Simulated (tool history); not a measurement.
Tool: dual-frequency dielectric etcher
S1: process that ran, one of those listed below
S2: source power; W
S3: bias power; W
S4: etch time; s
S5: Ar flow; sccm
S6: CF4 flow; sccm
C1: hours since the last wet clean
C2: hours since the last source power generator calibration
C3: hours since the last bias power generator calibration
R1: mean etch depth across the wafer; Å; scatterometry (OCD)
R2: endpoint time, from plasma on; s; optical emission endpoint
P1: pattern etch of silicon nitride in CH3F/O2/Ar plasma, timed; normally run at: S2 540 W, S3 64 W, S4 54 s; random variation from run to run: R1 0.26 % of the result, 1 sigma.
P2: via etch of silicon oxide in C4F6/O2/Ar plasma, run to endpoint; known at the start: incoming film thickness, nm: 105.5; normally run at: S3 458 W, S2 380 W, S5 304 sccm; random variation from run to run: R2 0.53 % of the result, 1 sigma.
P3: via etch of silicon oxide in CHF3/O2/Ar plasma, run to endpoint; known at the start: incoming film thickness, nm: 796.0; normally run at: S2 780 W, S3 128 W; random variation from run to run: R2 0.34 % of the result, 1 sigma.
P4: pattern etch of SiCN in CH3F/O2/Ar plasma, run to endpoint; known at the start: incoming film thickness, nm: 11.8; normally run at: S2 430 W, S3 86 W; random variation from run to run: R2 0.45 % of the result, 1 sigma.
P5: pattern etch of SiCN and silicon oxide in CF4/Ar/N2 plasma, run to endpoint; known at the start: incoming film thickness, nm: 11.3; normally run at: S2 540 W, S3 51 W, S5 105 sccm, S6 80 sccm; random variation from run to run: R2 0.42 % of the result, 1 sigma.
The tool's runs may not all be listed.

run	day	S1	S2	S3	S4	S5	S6	C1	C2	C3	R1	R2
1	0.538	P1	540	64	54			131.6	1149.1	301.3	400.16	
2	1.008	P1	700	64	54			142.9	1160.4	312.6	443.92	
3	1.546	P1	380	48	54			155.8	1173.3	325.5	319.6	
4	2.088	P5	540	51		105	62	168.8	1186.3	338.5		12.967
5	2.454	P3	780	87				177.6	1195.1	347.3		458.61
6	2.95	P1	540	53	34			189.5	1207	359.2	237.8	
7	3.404	P2	210	458		304		200.4	1217.9	370.1		30.779
8	3.679	P1	640	64	72			207	1224.5	376.7	568.94	
9	4.279	P5	330	51		105	80	221.4	1238.9	391.1		19.263
10	4.625	P1	540	64	54			229.7	1247.2	399.4	400.45	
11	5.079	P5	540	51		105	80	240.6	1258.1	410.3		12.329
12	5.375	P3	540	128				247.7	1265.2	417.4		470.6
13	5.992	P1	540	64	54			262.5	1280	432.2	403.26	
14	6.433	P4	430	117				273.1	1290.6	442.8		26.373
15	6.821	P1	540	64	54			282.4	1299.9	452.1	402.17	
16	7.375	P4	580	86				295.7	1313.2	465.4		26.432
17	7.788	P5	540	35		105	80	305.6	1323.1	475.3		13.827
18	8.25	P1	540	64	29.5			316.7	1334.2	486.4	220.16	
19	8.642	P2	380	458		184		326.1	1343.6	495.8		23.605
20	9.079	P3	780	128				336.6	1354.1	506.3		408.51
21	9.475	P1	540	64	54			346.1	1363.6	515.8	399.03	
22	9.958	P4	430	86				357.7	1375.2	527.4		29.508
23	10.338	P5	540	51		143	80	366.8	1384.3	536.5		13.152
24	10.879	P1	540	64	76			379.8	1397.3	549.5	565.16	
25	11.462	P1	540	64	54			393.8	1411.3	563.5	402.72	
26	11.825	P1	340	64	54			402.5	1420	572.2	338.26	
27	12.242	P2	380	341		304		412.5	1430	582.2		27.61
28	12.567	P2	380	458		304		420.3	1437.8	590		25.018
29	12.95	P1	540	87	54			429.5	1447	599.2	445.66	
30	13.404	P1	540	45	54			440.4	1457.9	610.1	357.78	
31	13.704	P1	540	64	54			447.6	1465.1	617.3	402.89	
32	14.308	P1	540	64	54			462.1	1479.6	631.8	402.02	
33	14.85	P1	540	64	54			475.1	1492.6	644.8	407.04	
34	15.262	P1	540	64	54			485	1502.5	654.7	405.84	
35	15.704	P1	540	64	54			495.6	1513.1	665.3	408.18	
36	16.054	P1	540	64	54			504	1521.5	673.7	407.08	
37	16.408	P1	540	64	54			512.5	1530	682.2	404.45	
# day 16.55: wet clean of the chamber
38	16.779	P1	540	64	54			5.6	1538.9	691.1	405.18	
39	17.067	P1	540	64	54			12.5	1545.8	698	408.43	
40	17.5	P1	540	64	54			22.9	1556.2	708.4	408.19	

What P1 gives has crept away from where it was. These 2 causes fit the log equally well, each at the size given:
A: source power that arrives over what is set, % = 3.8
B: bias power that arrives over what is set, % = 4.49
The creep began at about day 13.704.
Why every other cause is out:
chamber walls in a state that raises the etch rate, %: serviced at day 16.55, which brought nothing back

4 check runs are offered, each on 3 wafers whose results are averaged, their results left as question marks. Which one tells the causes apart?
check 1	17.933	P5	540	51		105	80					?
check 2	17.933	P2	380	458		304						?
check 3	17.933	P4	430	86								?
check 4	17.933	P3	780	128								?

What each check would give under each cause:
check	result	if A	if B
check 1	R2	12.005	12.248
check 2	R2	24.541	24.479
check 3	R2	29.166	29.102
check 4	R2	402.49	402.97
How far apart the two closest causes lie, in the result that separates them most: check 1 2 %; check 2 0.25 %; check 3 0.22 %; check 4 0.12 %
Only check 1 tells the causes apart: in the others they would give nearly the same result.

Check 1 was then run and gave: R2 11.998 s. Which cause is it?

It is A: source power that arrives over what is set, %.

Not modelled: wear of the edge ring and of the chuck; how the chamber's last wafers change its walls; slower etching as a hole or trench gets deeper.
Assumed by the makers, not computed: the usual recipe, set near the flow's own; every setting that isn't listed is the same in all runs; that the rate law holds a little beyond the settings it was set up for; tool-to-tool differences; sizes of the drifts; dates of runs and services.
